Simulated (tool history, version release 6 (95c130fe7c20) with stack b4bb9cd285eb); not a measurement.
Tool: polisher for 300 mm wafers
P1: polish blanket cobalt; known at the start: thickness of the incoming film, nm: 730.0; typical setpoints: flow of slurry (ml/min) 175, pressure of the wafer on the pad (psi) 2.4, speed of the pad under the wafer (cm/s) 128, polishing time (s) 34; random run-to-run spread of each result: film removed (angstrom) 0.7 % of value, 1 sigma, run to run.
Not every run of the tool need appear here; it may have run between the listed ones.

| run | hour | flow of slurry (ml/min) | pressure of the wafer on the pad (psi) | speed of the pad under the wafer (cm/s) | polishing time (s) | wafers polished on this pad | hours since the slurry nozzle was cleaned | hours since the head pressure was calibrated | film removed (angstrom) |
|---|---|---|---|---|---|---|---|---|---|
| 1 | 17.2 | 175 | 2.4 | 128 | 34 | 497 | 85.5 | 592.1 | 2301.0 |
| 2 | 29.4 | 175 | 2.4 | 128 | 34 | 666 | 97.7 | 604.3 | 2337.2 |
|  | 33.8 | slurry nozzle cleaned |
| 3 | 39.9 | 175 | 2.4 | 128 | 34 | 812 | 6.1 | 614.8 | 2323.6 |
| 4 | 52.9 | 175 | 2.4 | 128 | 34 | 992 | 19.1 | 627.8 | 2315.9 |
| 5 | 61.4 | 175 | 3.3 | 128 | 34 | 1110 | 27.6 | 636.3 | 3195.8 |
| 6 | 77.5 | 175 | 1.4 | 128 | 34 | 1333 | 43.7 | 652.4 | 1364.1 |
| 7 | 88.4 | 175 | 2.4 | 128 | 34 | 1484 | 54.6 | 663.3 | 2323.2 |
| 8 | 97.9 | 175 | 2.4 | 58 | 34 | 1615 | 64.1 | 672.8 | 1042.7 |
| 9 | 110.8 | 175 | 2.4 | 196 | 34 | 1794 | 77.0 | 685.7 | 3530.4 |
| 10 | 125.8 | 175 | 2.4 | 128 | 23 | 2002 | 92.0 | 700.7 | 1562.6 |
| 11 | 134.3 | 230 | 2.4 | 128 | 34 | 2120 | 100.5 | 709.2 | 2427.0 |
| 12 | 145.5 | 175 | 2.4 | 128 | 50 | 2275 | 111.7 | 720.4 | 3420.9 |
| 13 | 156.7 | 175 | 2.4 | 128 | 34 | 2430 | 122.9 | 731.6 | 2316.5 |
| 14 | 173.9 | 105 | 2.4 | 128 | 34 | 2668 | 140.1 | 748.8 | 2092.1 |
| 15 | 186.8 | 175 | 2.4 | 128 | 34 | 2847 | 153.0 | 761.7 | 2339.0 |
| 16 | 195.7 | 175 | 1.6 | 182 | 34 | 2970 | 161.9 | 770.6 | 2181.5 |
| 17 | 204.7 | 175 | 2.4 | 128 | 34 | 3095 | 170.9 | 779.6 | 2314.3 |
| 18 | 213.7 | 175 | 2.4 | 128 | 34 | 3220 | 179.9 | 788.6 | 2295.1 |
| 19 | 223.7 | 175 | 2.4 | 128 | 34 | 3358 | 189.9 | 798.6 | 2236.0 |
| 20 | 237.7 | 175 | 2.4 | 128 | 34 | 3552 | 203.9 | 812.6 | 2203.1 |
| 21 | 250.9 | 175 | 2.4 | 128 | 34 | 3735 | 217.1 | 825.8 | 2167.1 |
|  | 263.8 | worn pad replaced by a new one |
| 22 | 264.9 | 175 | 2.4 | 128 | 34 | 16 | 231.1 | 839.8 | 2167.3 |
| 23 | 279.3 | 175 | 2.4 | 128 | 34 | 215 | 245.5 | 854.2 | 2120.9 |
| 24 | 290.6 | 175 | 2.4 | 128 | 34 | 372 | 256.8 | 865.5 | 2132.5 |
| 25 | 308.0 | 175 | 2.4 | 128 | 34 | 613 | 274.2 | 882.9 | 2148.7 |
| 26 | 316.4 | 175 | 2.4 | 128 | 34 | 729 | 282.6 | 891.3 | 2117.1 |

The output of P1 has drifted from where it used to be. Each of the 2 causes below, taken at the size shown beside it, accounts for the log equally well:
A: slurry flow missing at the pad, % = 35.1
B: head's pressure below its setpoint, % = 7.7
Creep in the process output first set in at about hour 204.7.
Ruled out, with reasons:
removal rate lost through wear of the pad, %: serviced at hour 263.8, after the change had begun; the process did not return to its earlier output

The list below offers 4 check runs, each averaging the results of 2 wafers, and shows each result as a question mark. For which of them would the listed causes give clearly different results?
| check 1 | 324.8 | 105 | 3.1 | 128 | 34 |  |  |  | ? |
| check 2 | 324.8 | 175 | 1.6 | 72 | 34 |  |  |  | ? |
| check 3 | 324.8 | 175 | 2.4 | 128 | 48 |  |  |  | ? |
| check 4 | 324.8 | 175 | 1.5 | 196 | 34 |  |  |  | ? |

What each check would give under each cause:
| check | result | if A | if B |
|---|---|---|---|
| check 1 | film removed (angstrom) | 2387.50 | 2500.30 |
| check 2 | film removed (angstrom) | 800.95 | 801.05 |
| check 3 | film removed (angstrom) | 3015.30 | 3015.70 |
| check 4 | film removed (angstrom) | 2044.10 | 2044.30 |
Per check, the gap between the least separated pair of causes, taken in the result that splits them most: check 1 4.62 %; check 2 0.01 %; check 3 0.01 %; check 4 0.01 %
Only check 1 tells the causes apart: in the others they would give nearly the same result.

The results of check 1 are: film removed (angstrom) 2397.20. Based on these, which of the listed causes is it?

It was cause A: slurry flow missing at the pad, %.
